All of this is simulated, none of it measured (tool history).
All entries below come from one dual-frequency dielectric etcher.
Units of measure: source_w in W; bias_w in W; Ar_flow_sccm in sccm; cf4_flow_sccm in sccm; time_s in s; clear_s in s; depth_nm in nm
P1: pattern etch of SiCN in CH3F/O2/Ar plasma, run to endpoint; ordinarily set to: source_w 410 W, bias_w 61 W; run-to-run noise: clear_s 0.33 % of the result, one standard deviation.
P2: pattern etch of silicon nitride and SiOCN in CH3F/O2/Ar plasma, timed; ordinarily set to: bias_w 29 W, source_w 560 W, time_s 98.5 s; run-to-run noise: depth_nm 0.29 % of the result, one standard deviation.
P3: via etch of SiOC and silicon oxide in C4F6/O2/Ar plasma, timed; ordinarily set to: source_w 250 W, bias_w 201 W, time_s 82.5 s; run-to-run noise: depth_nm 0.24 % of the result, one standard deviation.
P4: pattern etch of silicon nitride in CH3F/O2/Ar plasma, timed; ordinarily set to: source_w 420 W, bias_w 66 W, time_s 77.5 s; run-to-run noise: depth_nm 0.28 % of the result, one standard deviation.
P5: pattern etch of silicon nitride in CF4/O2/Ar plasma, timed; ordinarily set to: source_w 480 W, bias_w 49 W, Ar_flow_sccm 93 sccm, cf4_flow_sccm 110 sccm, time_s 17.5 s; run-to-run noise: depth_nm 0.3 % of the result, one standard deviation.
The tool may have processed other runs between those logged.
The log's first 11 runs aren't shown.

| run | hour | process | source_w | bias_w | Ar_flow_sccm | cf4_flow_sccm | time_s | hours since the last wet clean | hours since the last source power generator calibration | hours since the last bias power generator calibration | clear_s | depth_nm |
|---|---|---|---|---|---|---|---|---|---|---|---|---|
| 12 | 89.7 | P2 | 560 | 29 |  |  | 68.5 | 56.8 | 2137.7 | 646.5 |  | 11.973 |
| 13 | 97.1 | P1 | 410 | 61 |  |  |  | 64.2 | 2145.1 | 653.9 | 30.339 |  |
| 14 | 103.8 | P1 | 410 | 61 |  |  |  | 70.9 | 2151.8 | 660.6 | 30.402 |  |
| 15 | 113.6 | P2 | 370 | 29 |  |  | 98.5 | 80.7 | 2161.6 | 670.4 |  | 14.874 |
| 16 | 121.3 | P1 | 410 | 83 |  |  |  | 88.4 | 2169.3 | 678.1 | 27.400 |  |
| 17 | 128.7 | P3 | 250 | 201 |  |  | 48.5 | 95.8 | 2176.7 | 685.5 |  | 48.059 |
| 18 | 134.1 | P1 | 310 | 61 |  |  |  | 101.2 | 2182.1 | 690.9 | 33.970 |  |
| 19 | 142.4 | P5 | 480 | 49 | 93 | 110 | 17.5 | 109.5 | 2190.4 | 699.2 |  | 33.508 |
| 20 | 147.6 | P5 | 480 | 49 | 93 | 143 | 17.5 | 114.7 | 2195.6 | 704.4 |  | 34.642 |
| 21 | 153.5 | P2 | 560 | 29 |  |  | 98.5 | 120.6 | 2201.5 | 710.3 |  | 17.146 |
| 22 | 158.0 | P5 | 480 | 38 | 93 | 110 | 17.5 | 125.1 | 2206.0 | 714.8 |  | 30.723 |
| 23 | 163.2 | P3 | 250 | 201 |  |  | 82.5 | 130.3 | 2211.2 | 720.0 |  | 81.317 |
| 24 | 170.6 | P1 | 490 | 49 |  |  |  | 137.7 | 2218.6 | 727.4 | 30.503 |  |
| 25 | 179.8 | P1 | 510 | 61 |  |  |  | 146.9 | 2227.8 | 736.6 | 28.042 |  |
| 26 | 189.5 | P1 | 270 | 48 |  |  |  | 156.6 | 2237.5 | 746.3 | 38.675 |  |
| 27 | 197.6 | P2 | 560 | 29 |  |  | 98.5 | 164.7 | 2245.6 | 754.4 |  | 17.157 |
| 28 | 202.8 | P3 | 250 | 201 |  |  | 82.5 | 169.9 | 2250.8 | 759.6 |  | 81.203 |
| 29 | 211.1 | P3 | 250 | 139 |  |  | 82.5 | 178.2 | 2259.1 | 767.9 |  | 72.053 |
| 30 | 221.2 | P2 | 560 | 17 |  |  | 98.5 | 188.3 | 2269.2 | 778.0 |  | 13.603 |
| 31 | 229.7 | P4 | 280 | 66 |  |  | 77.5 | 196.8 | 2277.7 | 786.5 |  | 46.370 |
| 32 | 238.5 | P5 | 570 | 49 | 93 | 110 | 17.5 | 205.6 | 2286.5 | 795.3 |  | 39.215 |
| 33 | 244.9 | P4 | 420 | 66 |  |  | 77.5 | 212.0 | 2292.9 | 801.7 |  | 53.653 |
| 34 | 251.0 | P1 | 410 | 61 |  |  |  | 218.1 | 2299.0 | 807.8 | 30.497 |  |
| 35 | 257.3 | P1 | 410 | 61 |  |  |  | 224.4 | 2305.3 | 814.1 | 30.594 |  |
| 36 | 262.1 | P1 | 410 | 61 |  |  |  | 229.2 | 2310.1 | 818.9 | 30.625 |  |

For run 37, what comes out?
| 37 | 269.8 | P1 | 410 | 61 |  |  |  | 236.9 | 2317.8 | 826.6 | ? |  |

clear_s: 30.909 s
